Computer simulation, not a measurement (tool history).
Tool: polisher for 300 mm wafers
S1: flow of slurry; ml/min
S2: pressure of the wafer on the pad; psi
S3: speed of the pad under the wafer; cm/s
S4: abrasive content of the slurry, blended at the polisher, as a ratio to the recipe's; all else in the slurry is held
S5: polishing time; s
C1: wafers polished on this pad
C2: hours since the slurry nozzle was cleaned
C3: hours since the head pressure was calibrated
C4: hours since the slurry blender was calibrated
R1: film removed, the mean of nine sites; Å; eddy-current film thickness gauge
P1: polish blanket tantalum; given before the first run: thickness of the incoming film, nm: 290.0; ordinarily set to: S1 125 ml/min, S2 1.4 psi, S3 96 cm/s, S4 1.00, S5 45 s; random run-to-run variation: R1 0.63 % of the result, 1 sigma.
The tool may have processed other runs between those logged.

run   hour   S1   S2   S3    S4  S5    C1     C2     C3     C4      R1
  1   17.2  125  1.4   96  1.00  45  1075  268.2  221.5  251.8  423.92
  2   26.2  125  0.7   96  1.00  45  1199  277.2  230.5  260.8  210.01
  3   35.5  125  1.4   96  1.00  45  1326  286.5  239.8  270.1  421.24
  4   52.0  125  1.4   96  1.00  66  1553  303.0  256.3  286.6  612.35
  5   67.6  125  1.4   96  1.00  45  1767  318.6  271.9  302.2  422.57
  6   79.2  125  1.4   96  1.00  20  1926  330.2  283.5  313.8  185.44
      90.1  -- slurry blender recalibrated
  7   91.7  125  1.9   96  1.00  45  2097  342.7  296.0    1.7  570.56
  8  108.7  125  1.4   96  0.65  68  2331  359.7  313.0   18.7  554.68
  9  120.5  125  1.4   96  1.50  32  2493  371.5  324.8   30.5  328.70
 10  136.7  125  1.4   44  1.00  45  2715  387.7  341.0   46.7  191.45
 11  145.1  125  1.4   96  1.50  45  2830  396.1  349.4   55.1  463.99
 12  158.5  125  1.4  152  1.00  45  3014  409.5  362.8   68.5  667.34
 13  172.2  125  1.4   96  1.00  45  3202  423.2  376.5   82.2  418.77
 14  188.9  125  1.4   96  0.55  45  3431  439.9  393.2   98.9  345.80
 15  199.2   75  1.4   96  1.00  45  3572  450.2  403.5  109.2  371.58
     205.6  -- head pressure recalibrated
 16  208.9  200  1.4   96  1.00  45  3705  459.9    3.3  118.9  454.44
 17  220.2  125  1.4   96  1.00  45  3860  471.2   14.6  130.2  422.61
 18  230.3  125  1.4   96  1.00  45  3999  481.3   24.7  140.3  419.08
 19  239.9  125  1.4   96  1.00  45  4131  490.9   34.3  149.9  412.47
 20  257.2  125  1.4   96  1.00  45  4368  508.2   51.6  167.2  399.67
 21  273.2  125  1.4   96  1.00  45  4588  524.2   67.6  183.2  387.46
 22  286.0  125  1.4   96  1.00  45  4763  537.0   80.4  196.0  383.23
     289.3  -- head pressure recalibrated
 23  302.4  125  1.4   96  1.00  45  4988  553.4   13.1  212.4  382.86
 24  313.2  125  1.4   96  1.00  45  5136  564.2   23.9  223.2  381.10
 25  322.9  125  1.4   96  1.00  45  5269  573.9   33.6  232.9  379.06
     327.9  -- worn pad replaced by a new one
 26  336.6  125  1.4   96  1.00  45   120  587.6   47.3  246.6  373.66
 27  353.8  125  1.4   96  1.00  45   356  604.8   64.5  263.8  376.16
 28  361.8  125  1.4   96  1.00  45   466  612.8   72.5  271.8  377.77

P1 has crept away from where it was. The log is fitted equally well by each of these 2 causes, at the sizes shown:
A: abrasive missing from the slurry, % = 28.7
B: slurry flow missing at the pad, % = 35.4
The gradual shift began around hour 230.3.
Other possible causes, and why each is ruled out:
removal rate lost through wear of the pad, %: serviced at hour 327.9, after the change had begun; the process did not return to its earlier output
head's pressure below its setpoint, %: serviced at hour 289.3, after the change had begun; the process did not return to its earlier output

Below are 4 check runs, each averaged over 2 wafers, with their results shown as question marks. Which of them would give clearly different results depending on which cause is behind the drift?
check 1  369.8  125  1.4  150  1.00  45                   ?
check 2  369.8  125  1.8   96  1.00  27                   ?
check 3  369.8  190  1.4   96  1.00  45                   ?
check 4  369.8  125  1.1   96  1.00  57                   ?

Expected result of each check under each candidate cause:
  check  result    if A    if B
check 1      R1  588.22  588.19
check 2      R1  290.41  290.40
check 3      R1  404.09  418.19
check 4      R1  374.67  374.65
Minimum pairwise separation of causes per check, each pair taken at its best-separating result: check 1 0 %; check 2 0 %; check 3 3.43 %; check 4 0 %
The causes can be told apart only by check 3. The other checks would give nearly the same results under each of them.

Then check 3 was run and gave: R1 402.96 Å. Which cause is it?

A is the cause: abrasive missing from the slurry, %.
